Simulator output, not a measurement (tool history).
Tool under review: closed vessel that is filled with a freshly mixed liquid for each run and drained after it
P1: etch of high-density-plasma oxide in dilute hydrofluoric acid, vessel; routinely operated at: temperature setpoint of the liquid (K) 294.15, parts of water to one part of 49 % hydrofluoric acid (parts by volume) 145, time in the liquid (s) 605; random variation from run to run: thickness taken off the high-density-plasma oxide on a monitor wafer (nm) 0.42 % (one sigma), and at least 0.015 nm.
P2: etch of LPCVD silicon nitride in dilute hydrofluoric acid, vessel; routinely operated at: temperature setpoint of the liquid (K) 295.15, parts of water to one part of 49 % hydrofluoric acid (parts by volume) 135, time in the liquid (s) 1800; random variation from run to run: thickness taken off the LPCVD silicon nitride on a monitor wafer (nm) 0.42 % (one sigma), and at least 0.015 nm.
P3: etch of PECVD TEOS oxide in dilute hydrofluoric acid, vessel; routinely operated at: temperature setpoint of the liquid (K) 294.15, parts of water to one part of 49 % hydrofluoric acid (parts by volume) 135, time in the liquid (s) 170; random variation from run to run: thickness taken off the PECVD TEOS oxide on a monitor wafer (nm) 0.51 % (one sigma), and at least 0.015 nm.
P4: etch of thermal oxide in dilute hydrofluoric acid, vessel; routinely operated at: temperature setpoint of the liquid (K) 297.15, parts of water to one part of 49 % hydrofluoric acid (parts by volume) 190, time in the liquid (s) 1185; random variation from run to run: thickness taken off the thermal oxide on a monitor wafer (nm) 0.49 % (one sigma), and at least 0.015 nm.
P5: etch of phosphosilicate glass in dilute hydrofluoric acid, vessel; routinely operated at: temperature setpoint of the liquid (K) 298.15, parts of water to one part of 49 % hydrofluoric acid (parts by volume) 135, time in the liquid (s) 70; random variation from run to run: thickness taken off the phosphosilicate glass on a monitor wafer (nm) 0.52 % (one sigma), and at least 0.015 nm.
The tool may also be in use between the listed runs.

run	day	process that ran	temperature setpoint of the liquid (K)	parts of water to one part of 49 % hydrofluoric acid (parts by volume)	time in the liquid (s)	hours since the thermometer was replaced	hours since the hydrofluoric acid flow meter was replaced	thickness taken off the high-density-plasma oxide on a monitor wafer (nm)	thickness taken off the phosphosilicate glass on a monitor wafer (nm)	thickness taken off the PECVD TEOS oxide on a monitor wafer (nm)	thickness taken off the thermal oxide on a monitor wafer (nm)	thickness taken off the LPCVD silicon nitride on a monitor wafer (nm)
1	0.154	P1	294.15	145	605	1278.0	340.1	18.2890				
2	0.267	P1	294.15	145	605	1280.7	342.8	18.2640				
3	0.529	P1	294.15	210	605	1287.0	349.1	12.0060				
4	0.750	P1	290.15	145	605	1292.3	354.4	15.6950				
5	0.908	P5	298.15	40	70	1296.1	358.2		179.450			
6	1.058	P3	294.15	135	295	1299.7	361.8			15.3500		
7	1.225	P1	294.15	145	135	1303.7	365.8	4.0802				
8	1.362	P1	299.65	145	605	1307.0	369.1	22.6360				
9	1.554	P4	297.15	345	1185	1311.6	373.7				12.9690	
10	1.779	P2	295.15	135	1800	1317.0	379.1					5.5782
11	1.925	P4	297.15	190	1185	1320.5	382.6				27.3530	
12	2.112	P4	297.15	190	70	1325.0	387.1				1.6026	
13	2.333	P4	290.15	190	1185	1330.3	392.4				20.9600	
14	2.508	P2	302.65	135	1800	1334.5	396.6					9.0076
15	2.679	P2	295.15	30	1800	1338.6	400.7					24.2440
16	2.821	P3	294.15	135	170	1342.0	404.1			8.8951		
17	3.058	P2	295.15	135	3015	1347.7	409.8					9.3651
18	3.304	P1	294.15	40	605	1353.6	415.7	74.8710				
19	3.525	P3	294.15	220	170	1358.9	421.0			5.0285		
20	3.688	P5	298.15	135	30	1362.8	424.9		20.165			
21	3.883	P1	290.65	145	270	1367.5	429.6	7.1395				
22	4.071	P3	298.65	135	170	1372.0	434.1			10.4710		
23	4.283	P1	294.15	145	1000	1377.1	439.2	30.5820				
24	4.396	P5	298.15	135	70	1379.8	441.9		47.391			
25	4.654	P5	298.15	135	70	1386.0	448.1		47.109			
26	4.821	P1	294.15	145	605	1390.0	452.1	18.3620				
# day 4.858: hydrofluoric acid flow meter replaced
27	5.079	P5	306.15	135	70	1396.2	5.4		63.391			
28	5.212	P1	294.15	145	605	1399.4	8.6	18.3280				
29	5.400	P4	297.15	190	1185	1403.9	13.1				27.7090	
30	5.617	P1	294.15	145	605	1409.1	18.3	18.3390				
31	5.804	P1	294.15	145	605	1413.6	22.8	18.7770				
32	6.042	P1	294.15	145	605	1419.3	28.5	19.0930				
33	6.262	P1	294.15	145	605	1424.6	33.8	19.1720				
34	6.508	P1	294.15	145	605	1430.5	39.7	19.2810				
35	6.667	P1	294.15	145	605	1434.3	43.5	19.4170				
36	6.925	P1	294.15	145	605	1440.5	49.7	19.5160				

Compared with where it was, what P1 gives has crept away. Each cause listed below fits the log as well as the rest, at the size given for it:
A: liquid hotter than its thermometer reads (K) = 1.43
B: hydrofluoric acid flow above the setpoint (%) = 4.98
Onset of the creep was near day 5.617.

Question marks stand in for the results of the 4 check runs listed below, each run on one wafer. Under which run would the listed causes show clearly different results?
check 1	7.183	P4	297.15	315	90						?	
check 2	7.183	P3	294.15	220	265					?		
check 3	7.183	P2	295.15	30	1800							?
check 4	7.183	P5	305.15	135	45				?			

If the cause were each of the candidates in turn, the checks would give the following:
check	result	if A	if B
check 1	thickness taken off the thermal oxide on a monitor wafer (nm)	1.1632	1.1799
check 2	thickness taken off the PECVD TEOS oxide on a monitor wafer (nm)	8.1610	8.2051
check 3	thickness taken off the LPCVD silicon nitride on a monitor wafer (nm)	26.7450	25.4000
check 4	thickness taken off the phosphosilicate glass on a monitor wafer (nm)	41.528	41.817
Per check, the gap between the least separated pair of causes, taken in the result that splits them most: check 1 1.42 %; check 2 0.54 %; check 3 5.16 %; check 4 0.69 %
Only in check 3 would the causes give clearly different results; in the remaining checks their results would be nearly the same.

Then check 3 was run and gave: thickness taken off the LPCVD silicon nitride on a monitor wafer (nm) 25.3060. Which cause is it?

It was cause B: hydrofluoric acid flow above the setpoint (%).
